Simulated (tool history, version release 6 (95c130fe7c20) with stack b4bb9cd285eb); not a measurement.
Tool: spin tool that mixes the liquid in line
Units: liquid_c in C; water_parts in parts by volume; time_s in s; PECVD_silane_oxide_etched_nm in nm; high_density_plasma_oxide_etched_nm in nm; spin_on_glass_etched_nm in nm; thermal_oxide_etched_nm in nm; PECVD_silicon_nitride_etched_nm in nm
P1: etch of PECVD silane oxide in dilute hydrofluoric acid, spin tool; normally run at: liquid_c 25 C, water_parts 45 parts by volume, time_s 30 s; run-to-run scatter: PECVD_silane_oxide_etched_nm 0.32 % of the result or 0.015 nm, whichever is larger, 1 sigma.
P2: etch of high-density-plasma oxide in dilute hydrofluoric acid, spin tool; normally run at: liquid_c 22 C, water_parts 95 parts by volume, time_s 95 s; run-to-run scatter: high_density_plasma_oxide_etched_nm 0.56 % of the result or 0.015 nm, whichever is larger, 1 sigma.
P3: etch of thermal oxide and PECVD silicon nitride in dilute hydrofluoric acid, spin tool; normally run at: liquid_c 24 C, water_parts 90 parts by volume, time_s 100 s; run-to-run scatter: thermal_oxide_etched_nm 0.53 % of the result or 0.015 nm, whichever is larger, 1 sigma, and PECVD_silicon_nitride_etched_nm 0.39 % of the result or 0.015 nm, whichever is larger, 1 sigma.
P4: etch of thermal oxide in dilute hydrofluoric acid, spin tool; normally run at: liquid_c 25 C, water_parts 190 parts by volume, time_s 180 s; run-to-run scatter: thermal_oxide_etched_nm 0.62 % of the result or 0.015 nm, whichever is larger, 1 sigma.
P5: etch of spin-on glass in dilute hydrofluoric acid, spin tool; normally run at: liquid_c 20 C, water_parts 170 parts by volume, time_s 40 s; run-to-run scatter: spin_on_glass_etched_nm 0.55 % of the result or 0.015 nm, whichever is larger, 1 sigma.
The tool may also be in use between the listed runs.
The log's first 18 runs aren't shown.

run   hour  process  liquid_c  water_parts  time_s  hours since the thermometer was replaced  hours since the hydrofluoric acid flow meter was replaced  PECVD_silane_oxide_etched_nm  high_density_plasma_oxide_etched_nm  spin_on_glass_etched_nm  thermal_oxide_etched_nm  PECVD_silicon_nitride_etched_nm
 19  261.2       P4        18          190     180                                     180.4                                                       21.8                                                                                                               3.1938
 20  274.7       P1        25           60      15                                     193.9                                                       35.3                         5.926
 21  284.1       P1        18           45      30                                     203.3                                                       44.7                        12.047
 22  295.7       P4        25          190      15                                     214.9                                                       56.3                                                                                                              0.34456
 23  305.2       P1      21.5           45      60                                     224.4                                                       65.8                         28.07
 24  322.5       P2        22           95      15                                     241.7                                                       83.1                                                            0.95277
 25    340       P2        17           95      95                                     259.2                                                      100.6                                                             4.8401
 26  355.4       P1        25           65      30                                     274.6                                                        116                        10.859
 27  364.1       P1        25           45      30                                     283.3                                                      124.7                         16.23
 28  379.4       P5        20          170      40                                     298.6                                                        140                                                                                      11.247
 29  395.1       P3        24           90     170                                     314.3                                                      155.7                                                                                                               9.3202                           10.489

The next listed run, before its measurement:
 30  407.6       P3        17           90     100                                     326.8                                                      168.2                                                                                                                    ?                                ?

Run 30 gave thermal_oxide_etched_nm 4.0995 nm, PECVD_silicon_nitride_etched_nm 3.8406 nm.

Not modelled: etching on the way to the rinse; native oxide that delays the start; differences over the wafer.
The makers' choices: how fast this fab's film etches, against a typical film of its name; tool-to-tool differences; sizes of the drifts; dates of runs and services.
